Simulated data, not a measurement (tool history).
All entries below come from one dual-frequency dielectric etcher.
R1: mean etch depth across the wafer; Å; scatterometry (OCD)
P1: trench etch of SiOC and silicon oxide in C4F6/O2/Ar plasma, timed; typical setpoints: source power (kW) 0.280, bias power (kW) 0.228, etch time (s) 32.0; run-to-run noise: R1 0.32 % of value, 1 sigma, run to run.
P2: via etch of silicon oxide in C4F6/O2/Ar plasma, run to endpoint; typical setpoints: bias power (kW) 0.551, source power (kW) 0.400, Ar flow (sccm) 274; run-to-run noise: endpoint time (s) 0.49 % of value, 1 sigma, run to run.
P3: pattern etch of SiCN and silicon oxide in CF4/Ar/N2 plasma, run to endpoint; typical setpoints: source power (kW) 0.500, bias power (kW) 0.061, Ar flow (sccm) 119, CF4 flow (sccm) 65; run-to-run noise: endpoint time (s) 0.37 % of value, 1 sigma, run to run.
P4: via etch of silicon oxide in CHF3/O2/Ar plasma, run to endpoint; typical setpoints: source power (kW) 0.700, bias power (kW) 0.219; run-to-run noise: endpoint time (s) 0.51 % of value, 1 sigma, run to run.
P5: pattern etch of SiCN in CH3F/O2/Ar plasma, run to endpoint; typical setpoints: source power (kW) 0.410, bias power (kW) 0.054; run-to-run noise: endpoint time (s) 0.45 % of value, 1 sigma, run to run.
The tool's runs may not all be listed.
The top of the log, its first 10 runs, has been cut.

run 11 hour=119.2 | process_that_ran=P1 source_power_(kW)=0.280 bias_power_(kW)=0.228 etch_time_(s)=32.0 | R1=593.38
run 12 hour=131.1 | process_that_ran=P3 source_power_(kW)=0.500 bias_power_(kW)=0.061 Ar_flow_(sccm)=119 CF4_flow_(sccm)=65 | endpoint_time_(s)=14.345
run 13 hour=143.2 | process_that_ran=P1 source_power_(kW)=0.360 bias_power_(kW)=0.228 etch_time_(s)=32.0 | R1=650.10
run 14 hour=150.4 | process_that_ran=P1 source_power_(kW)=0.280 bias_power_(kW)=0.141 etch_time_(s)=32.0 | R1=507.23
run 15 hour=161.0 | process_that_ran=P3 source_power_(kW)=0.500 bias_power_(kW)=0.077 Ar_flow_(sccm)=119 CF4_flow_(sccm)=65 | endpoint_time_(s)=13.249
run 16 hour=173.6 | process_that_ran=P2 source_power_(kW)=0.400 bias_power_(kW)=0.551 Ar_flow_(sccm)=274 | endpoint_time_(s)=32.250
run 17 hour=180.2 | process_that_ran=P4 source_power_(kW)=0.700 bias_power_(kW)=0.219 | endpoint_time_(s)=294.390
run 18 hour=188.9 | process_that_ran=P1 source_power_(kW)=0.280 bias_power_(kW)=0.228 etch_time_(s)=32.0 | R1=592.20
run 19 hour=195.9 | process_that_ran=P1 source_power_(kW)=0.280 bias_power_(kW)=0.228 etch_time_(s)=32.0 | R1=594.61
run 20 hour=207.5 | process_that_ran=P5 source_power_(kW)=0.410 bias_power_(kW)=0.054 | endpoint_time_(s)=35.499
run 21 hour=214.5 | process_that_ran=P2 source_power_(kW)=0.310 bias_power_(kW)=0.551 Ar_flow_(sccm)=274 | endpoint_time_(s)=35.598
run 22 hour=226.2 | process_that_ran=P1 source_power_(kW)=0.280 bias_power_(kW)=0.228 etch_time_(s)=25.0 | R1=462.80
run 23 hour=239.4 | process_that_ran=P2 source_power_(kW)=0.400 bias_power_(kW)=0.373 Ar_flow_(sccm)=274 | endpoint_time_(s)=37.657
run 24 hour=246.8 | process_that_ran=P1 source_power_(kW)=0.210 bias_power_(kW)=0.228 etch_time_(s)=32.0 | R1=528.87
run 25 hour=259.1 | process_that_ran=P5 source_power_(kW)=0.410 bias_power_(kW)=0.054 | endpoint_time_(s)=35.561
run 26 hour=269.4 | process_that_ran=P1 source_power_(kW)=0.280 bias_power_(kW)=0.228 etch_time_(s)=32.0 | R1=593.07
run 27 hour=279.9 | process_that_ran=P5 source_power_(kW)=0.310 bias_power_(kW)=0.054 | endpoint_time_(s)=39.611
run 28 hour=292.6 | process_that_ran=P2 source_power_(kW)=0.400 bias_power_(kW)=0.551 Ar_flow_(sccm)=328 | endpoint_time_(s)=33.013

Run 29, settings as shown, results not yet in. Your forecast:
run 29 hour=299.1 | process_that_ran=P1 source_power_(kW)=0.280 bias_power_(kW)=0.228 etch_time_(s)=42.5 | R1=?

R1: 786.22 Å
